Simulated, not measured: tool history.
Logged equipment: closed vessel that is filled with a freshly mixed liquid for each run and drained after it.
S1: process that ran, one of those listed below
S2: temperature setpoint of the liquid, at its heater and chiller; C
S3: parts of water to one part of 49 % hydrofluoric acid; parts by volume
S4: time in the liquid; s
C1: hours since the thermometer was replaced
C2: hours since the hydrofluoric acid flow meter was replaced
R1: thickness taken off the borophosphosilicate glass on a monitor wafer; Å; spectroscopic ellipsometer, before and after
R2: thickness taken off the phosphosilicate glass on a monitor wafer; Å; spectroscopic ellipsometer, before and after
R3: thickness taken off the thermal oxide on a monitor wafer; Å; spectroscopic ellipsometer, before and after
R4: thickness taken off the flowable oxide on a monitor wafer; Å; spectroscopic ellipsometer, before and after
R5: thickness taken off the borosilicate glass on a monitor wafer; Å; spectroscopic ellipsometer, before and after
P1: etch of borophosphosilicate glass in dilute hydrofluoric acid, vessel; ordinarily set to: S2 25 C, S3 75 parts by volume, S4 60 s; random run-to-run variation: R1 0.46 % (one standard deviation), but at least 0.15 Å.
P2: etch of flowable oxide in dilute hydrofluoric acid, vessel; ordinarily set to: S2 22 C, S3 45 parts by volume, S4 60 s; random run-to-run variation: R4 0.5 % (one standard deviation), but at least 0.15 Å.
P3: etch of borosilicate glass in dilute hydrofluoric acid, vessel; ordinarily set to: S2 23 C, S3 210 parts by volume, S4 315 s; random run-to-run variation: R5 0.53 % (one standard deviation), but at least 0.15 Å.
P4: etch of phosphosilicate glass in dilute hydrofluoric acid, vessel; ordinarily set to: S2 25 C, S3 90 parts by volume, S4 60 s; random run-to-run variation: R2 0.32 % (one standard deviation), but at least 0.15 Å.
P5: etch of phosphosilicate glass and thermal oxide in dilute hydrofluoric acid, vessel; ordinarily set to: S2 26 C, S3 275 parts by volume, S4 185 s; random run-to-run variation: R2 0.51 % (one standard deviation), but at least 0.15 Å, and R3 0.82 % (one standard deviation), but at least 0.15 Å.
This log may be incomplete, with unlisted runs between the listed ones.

Run 1, hour 14.3: S1 P1, S2 25 C, S3 75 parts by volume, S4 60 s; C1 454.3; C2 936.3. Result: R1 336.36 Å.
Run 2, hour 24.7: S1 P1, S2 25 C, S3 75 parts by volume, S4 60 s; C1 464.7; C2 946.7. Result: R1 336.85 Å.
Run 3, hour 41.2: S1 P5, S2 26 C, S3 490 parts by volume, S4 185 s; C1 481.2; C2 963.2. Result: R2 214.61 Å, R3 12.86 Å.
Run 4, hour 54.5: S1 P2, S2 17 C, S3 45 parts by volume, S4 60 s; C1 494.5; C2 976.5. Result: R4 344.16 Å.
Run 5, hour 69.8: S1 P5, S2 26 C, S3 275 parts by volume, S4 30 s; C1 509.8; C2 991.8. Result: R2 76.263 Å, R3 4.7526 Å.
Run 6, hour 82.3: S1 P5, S2 26 C, S3 275 parts by volume, S4 185 s; C1 522.3; C2 1004.3. Result: R2 467.81 Å, R3 28.096 Å.
Run 7, hour 89.5: S1 P3, S2 23 C, S3 210 parts by volume, S4 30 s; C1 529.5; C2 1011.5. Result: R5 28.741 Å.
Run 8, hour 102: S1 P4, S2 25 C, S3 135 parts by volume, S4 60 s; C1 542; C2 1024. Result: R2 390.89 Å.
Run 9, hour 113.9: S1 P1, S2 25 C, S3 75 parts by volume, S4 60 s; C1 553.9; C2 1035.9. Result: R1 336.32 Å.
Run 10, hour 127.1: S1 P1, S2 25 C, S3 20 parts by volume, S4 85 s; C1 567.1; C2 1049.1. Result: R1 1915.5 Å.
Run 11, hour 139.2: S1 P2, S2 22 C, S3 45 parts by volume, S4 60 s; C1 579.2; C2 1061.2. Result: R4 426.3 Å.
Run 12, hour 150.9: S1 P1, S2 25 C, S3 75 parts by volume, S4 60 s; C1 590.9; C2 1072.9. Result: R1 337.04 Å.
Run 13, hour 161.8: S1 P1, S2 33 C, S3 75 parts by volume, S4 60 s; C1 601.8; C2 1083.8. Result: R1 456.79 Å.
Run 14, hour 171.8: S1 P3, S2 23 C, S3 95 parts by volume, S4 315 s; C1 611.8; C2 1093.8. Result: R5 753.32 Å.
Run 15, hour 183.7: S1 P3, S2 18 C, S3 210 parts by volume, S4 315 s; C1 623.7; C2 1105.7. Result: R5 251.97 Å.
Run 16, hour 197.1: S1 P3, S2 23 C, S3 210 parts by volume, S4 315 s; C1 637.1; C2 1119.1. Result: R5 305.51 Å.
Run 17, hour 205.8: S1 P1, S2 25 C, S3 75 parts by volume, S4 30 s; C1 645.8; C2 1127.8. Result: R1 166.95 Å.
Run 18, hour 216.6: S1 P1, S2 19.5 C, S3 75 parts by volume, S4 105 s; C1 656.6; C2 1138.6. Result: R1 467.57 Å.
Run 19, hour 232.7: S1 P1, S2 25 C, S3 30 parts by volume, S4 100 s; C1 672.7; C2 1154.7. Result: R1 1492.1 Å.

Run 20, settings as shown, results not yet in. Your forecast:
Run 20, hour 240.2: S1 P1, S2 25 C, S3 130 parts by volume, S4 60 s; C1 680.2; C2 1162.2. Result: R1 ?.

{"run 20": {"R1": 179.99}}
